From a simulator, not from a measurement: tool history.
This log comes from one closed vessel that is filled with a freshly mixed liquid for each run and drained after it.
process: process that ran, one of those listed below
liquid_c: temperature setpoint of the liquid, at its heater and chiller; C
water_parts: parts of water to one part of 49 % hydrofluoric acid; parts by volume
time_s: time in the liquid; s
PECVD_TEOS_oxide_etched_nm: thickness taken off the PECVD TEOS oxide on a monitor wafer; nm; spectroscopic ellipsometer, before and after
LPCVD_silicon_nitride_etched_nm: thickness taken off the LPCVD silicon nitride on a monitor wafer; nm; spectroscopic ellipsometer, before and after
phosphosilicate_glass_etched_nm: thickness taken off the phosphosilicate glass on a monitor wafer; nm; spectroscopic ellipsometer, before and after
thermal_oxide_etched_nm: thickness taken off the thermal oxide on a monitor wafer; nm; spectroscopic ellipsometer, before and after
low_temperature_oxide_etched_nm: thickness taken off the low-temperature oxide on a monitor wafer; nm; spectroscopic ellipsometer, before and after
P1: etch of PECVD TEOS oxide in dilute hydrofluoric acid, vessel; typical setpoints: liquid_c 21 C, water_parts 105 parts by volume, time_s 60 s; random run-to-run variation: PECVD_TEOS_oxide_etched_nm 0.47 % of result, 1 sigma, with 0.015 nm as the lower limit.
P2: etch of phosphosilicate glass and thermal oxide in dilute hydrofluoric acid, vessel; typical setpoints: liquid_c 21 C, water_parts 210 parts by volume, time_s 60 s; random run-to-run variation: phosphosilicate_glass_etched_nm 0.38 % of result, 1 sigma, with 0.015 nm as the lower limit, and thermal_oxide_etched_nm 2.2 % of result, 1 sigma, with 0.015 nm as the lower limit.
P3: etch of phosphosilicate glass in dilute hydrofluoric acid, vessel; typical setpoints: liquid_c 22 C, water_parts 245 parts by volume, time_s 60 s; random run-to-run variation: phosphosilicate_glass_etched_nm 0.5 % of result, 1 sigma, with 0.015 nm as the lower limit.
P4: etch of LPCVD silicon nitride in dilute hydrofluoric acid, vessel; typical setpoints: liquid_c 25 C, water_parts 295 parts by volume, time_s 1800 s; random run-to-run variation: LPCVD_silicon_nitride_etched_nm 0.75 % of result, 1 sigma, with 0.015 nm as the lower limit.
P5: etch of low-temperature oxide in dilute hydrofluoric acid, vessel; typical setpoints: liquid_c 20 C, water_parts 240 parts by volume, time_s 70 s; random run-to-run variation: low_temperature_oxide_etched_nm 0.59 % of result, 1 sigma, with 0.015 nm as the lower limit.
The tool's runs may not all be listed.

| run | hour | process | liquid_c | water_parts | time_s | hours since the thermometer was replaced | hours since the hydrofluoric acid flow meter was replaced | PECVD_TEOS_oxide_etched_nm | LPCVD_silicon_nitride_etched_nm | phosphosilicate_glass_etched_nm | thermal_oxide_etched_nm | low_temperature_oxide_etched_nm |
|---|---|---|---|---|---|---|---|---|---|---|---|---|
| 1 | 3.5 | P1 | 21 | 105 | 60 | 999.9 | 205.6 | 10.9260 |  |  |  |  |
| 2 | 9.1 | P4 | 32 | 295 | 1800 | 1005.5 | 211.2 |  | 5.1880 |  |  |  |
| 3 | 16.1 | P1 | 17 | 105 | 60 | 1012.5 | 218.2 | 9.2562 |  |  |  |  |
| 4 | 22.0 | P2 | 21 | 210 | 95 | 1018.4 | 224.1 |  |  | 70.683 | 1.6733 |  |
| 5 | 25.7 | P4 | 25 | 295 | 655 | 1022.1 | 227.8 |  | 1.2231 |  |  |  |
| 6 | 31.7 | P5 | 20 | 240 | 40 | 1028.1 | 233.8 |  |  |  |  | 2.5511 |
| 7 | 38.2 | P1 | 29 | 105 | 60 | 1034.6 | 240.3 | 14.9000 |  |  |  |  |
| 8 | 44.7 | P4 | 25 | 295 | 1800 | 1041.1 | 246.8 |  | 3.4809 |  |  |  |
| 9 | 48.8 | P1 | 21 | 105 | 120 | 1045.2 | 250.9 | 21.8350 |  |  |  |  |
| 10 | 55.4 | P1 | 21 | 105 | 60 | 1051.8 | 257.5 | 10.9250 |  |  |  |  |
| 11 | 59.6 | P2 | 21 | 45 | 60 | 1056.0 | 261.7 |  |  | 250.350 | 5.9792 |  |
| 12 | 66.0 | P1 | 21 | 105 | 60 | 1062.4 | 268.1 | 10.8760 |  |  |  |  |
| 13 | 71.9 | P5 | 17 | 240 | 70 | 1068.3 | 274.0 |  |  |  |  | 4.0318 |
| 14 | 78.7 | P3 | 17 | 245 | 60 | 1075.1 | 280.8 |  |  | 22.639 |  |  |
| 15 | 83.5 | P1 | 17 | 155 | 60 | 1079.9 | 285.6 | 5.9659 |  |  |  |  |
| 16 | 89.5 | P1 | 21 | 105 | 60 | 1085.9 | 291.6 | 10.9270 |  |  |  |  |
| 17 | 95.4 | P4 | 25 | 45 | 1800 | 1091.8 | 297.5 |  | 22.4030 |  |  |  |
| 18 | 101.1 | P2 | 29 | 210 | 60 | 1097.5 | 303.2 |  |  | 60.274 | 1.4471 |  |
|  | 103.4 | hydrofluoric acid flow meter replaced |
| 19 | 107.2 | P1 | 21 | 105 | 60 | 1103.6 | 3.8 | 10.9250 |  |  |  |  |
| 20 | 111.6 | P1 | 21 | 35 | 60 | 1108.0 | 8.2 | 35.1220 |  |  |  |  |
| 21 | 116.7 | P3 | 22 | 245 | 110 | 1113.1 | 13.3 |  |  | 50.212 |  |  |
| 22 | 121.1 | P1 | 21 | 105 | 30 | 1117.5 | 17.7 | 5.4457 |  |  |  |  |
| 23 | 124.5 | P1 | 21 | 185 | 60 | 1120.9 | 21.1 | 5.6625 |  |  |  |  |
| 24 | 130.6 | P3 | 22 | 110 | 60 | 1127.0 | 27.2 |  |  | 70.499 |  |  |
| 25 | 135.9 | P3 | 22 | 245 | 60 | 1132.3 | 32.5 |  |  | 27.265 |  |  |
| 26 | 139.7 | P5 | 20 | 240 | 70 | 1136.1 | 36.3 |  |  |  |  | 4.5324 |
| 27 | 144.3 | P5 | 20 | 70 | 70 | 1140.7 | 40.9 |  |  |  |  | 18.3740 |
| 28 | 147.7 | P2 | 21 | 210 | 60 | 1144.1 | 44.3 |  |  | 44.735 | 1.0583 |  |
| 29 | 154.7 | P1 | 21 | 105 | 60 | 1151.1 | 51.3 | 10.8360 |  |  |  |  |
| 30 | 159.5 | P1 | 21 | 105 | 60 | 1155.9 | 56.1 | 10.6080 |  |  |  |  |
| 31 | 164.3 | P1 | 21 | 105 | 60 | 1160.7 | 60.9 | 10.3940 |  |  |  |  |
| 32 | 170.6 | P1 | 21 | 105 | 60 | 1167.0 | 67.2 | 10.2270 |  |  |  |  |
| 33 | 174.2 | P1 | 21 | 105 | 60 | 1170.6 | 70.8 | 10.2540 |  |  |  |  |
| 34 | 179.0 | P1 | 21 | 105 | 60 | 1175.4 | 75.6 | 10.1500 |  |  |  |  |
| 35 | 182.3 | P1 | 21 | 105 | 60 | 1178.7 | 78.9 | 10.2220 |  |  |  |  |
| 36 | 187.1 | P1 | 21 | 105 | 60 | 1183.5 | 83.7 | 10.1870 |  |  |  |  |
| 37 | 193.0 | P1 | 21 | 105 | 60 | 1189.4 | 89.6 | 10.1120 |  |  |  |  |
| 38 | 198.3 | P1 | 21 | 105 | 60 | 1194.7 | 94.9 | 10.0750 |  |  |  |  |

Something has made what P1 gives creep away from where it was; the 2 causes below, each at its own stated size, fit the log equally well:
A: hydrofluoric acid flow below the setpoint (%) = 6.25
B: liquid colder than its thermometer reads (K) = 1.78
Creep in the process output first set in at about hour 154.7.

Below are 4 check runs, each averaged over 2 wafers, with their results shown as question marks. Which of them would give clearly different results depending on which cause is behind the drift?
| check 1 | 203.6 | P5 | 17 | 150 | 70 |  |  |  |  |  |  | ? |
| check 2 | 203.6 | P4 | 32 | 70 | 1800 |  |  |  | ? |  |  |  |
| check 3 | 203.6 | P3 | 22 | 165 | 60 |  |  |  |  | ? |  |  |
| check 4 | 203.6 | P2 | 21 | 75 | 85 |  |  |  |  | ? | ? |  |

How each check would come out, cause by cause:
| check | result | if A | if B |
|---|---|---|---|
| check 1 | low_temperature_oxide_etched_nm | 6.4708 | 6.4745 |
| check 2 | LPCVD_silicon_nitride_etched_nm | 21.2610 | 20.2710 |
| check 3 | phosphosilicate_glass_etched_nm | 40.868 | 41.149 |
| check 4 | phosphosilicate_glass_etched_nm | 191.300 | 190.580 |
| check 4 | thermal_oxide_etched_nm | 4.5522 | 4.5350 |
Per check, the gap between the least separated pair of causes, taken in the result that splits them most: check 1 0.06 %; check 2 4.77 %; check 3 0.68 %; check 4 0.38 %
The causes can be told apart only by check 2. The other checks would give nearly the same results under each of them.

Here is what check 2 returned: LPCVD_silicon_nitride_etched_nm 20.2310 nm. Which cause is it?

Of the candidate causes, it is B: liquid colder than its thermometer reads (K).
